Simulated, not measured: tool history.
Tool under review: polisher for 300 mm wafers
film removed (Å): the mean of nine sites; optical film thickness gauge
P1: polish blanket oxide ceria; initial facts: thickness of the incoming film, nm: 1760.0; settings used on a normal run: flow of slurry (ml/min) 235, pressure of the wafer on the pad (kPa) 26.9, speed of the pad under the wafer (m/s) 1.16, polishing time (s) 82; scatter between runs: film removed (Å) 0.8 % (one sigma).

| run | hour | flow of slurry (ml/min) | pressure of the wafer on the pad (kPa) | speed of the pad under the wafer (m/s) | polishing time (s) | wafers polished on this pad | hours since the slurry nozzle was cleaned | hours since the head pressure was calibrated | film removed (Å) |
|---|---|---|---|---|---|---|---|---|---|
| 1 | 9.2 | 235 | 26.9 | 1.16 | 82 | 385 | 197.0 | 147.6 | 5841.4 |
| 2 | 15.3 | 235 | 26.9 | 1.16 | 82 | 423 | 203.1 | 153.7 | 5822.4 |
| 3 | 23.8 | 235 | 26.9 | 1.16 | 121 | 477 | 211.6 | 162.2 | 8474.1 |
| 4 | 33.6 | 235 | 26.9 | 1.16 | 82 | 539 | 221.4 | 172.0 | 5915.2 |
| 5 | 40.7 | 235 | 26.9 | 1.16 | 82 | 583 | 228.5 | 179.1 | 5862.4 |
| 6 | 51.3 | 235 | 26.9 | 1.16 | 82 | 650 | 239.1 | 189.7 | 5828.0 |
| 7 | 56.9 | 235 | 26.9 | 1.16 | 82 | 685 | 244.7 | 195.3 | 5745.2 |
| 8 | 66.9 | 235 | 13.1 | 1.16 | 82 | 748 | 254.7 | 205.3 | 2848.8 |
| 9 | 77.0 | 235 | 26.9 | 1.16 | 38 | 812 | 264.8 | 215.4 | 2722.7 |
| 10 | 87.9 | 235 | 26.9 | 1.84 | 82 | 881 | 275.7 | 226.3 | 9366.2 |
|  | 93.2 | slurry nozzle cleaned |
| 11 | 94.5 | 235 | 26.9 | 0.82 | 110 | 922 | 1.3 | 232.9 | 5516.3 |
| 12 | 105.9 | 140 | 26.9 | 1.16 | 82 | 994 | 12.7 | 244.3 | 5475.4 |
| 13 | 113.5 | 235 | 40.0 | 1.16 | 82 | 1042 | 20.3 | 251.9 | 8800.6 |
| 14 | 125.0 | 235 | 26.9 | 0.56 | 82 | 1114 | 31.8 | 263.4 | 2846.3 |
| 15 | 130.6 | 310 | 26.9 | 1.16 | 82 | 1150 | 37.4 | 269.0 | 5991.7 |
| 16 | 138.6 | 235 | 26.9 | 1.16 | 82 | 1200 | 45.4 | 277.0 | 5885.8 |
| 17 | 146.7 | 235 | 26.9 | 1.16 | 82 | 1251 | 53.5 | 285.1 | 5649.9 |

Forecast run 18:
| 18 | 153.6 | 235 | 26.9 | 1.16 | 82 | 1294 | 60.4 | 292.0 | ? |

film removed (Å): 5635.0

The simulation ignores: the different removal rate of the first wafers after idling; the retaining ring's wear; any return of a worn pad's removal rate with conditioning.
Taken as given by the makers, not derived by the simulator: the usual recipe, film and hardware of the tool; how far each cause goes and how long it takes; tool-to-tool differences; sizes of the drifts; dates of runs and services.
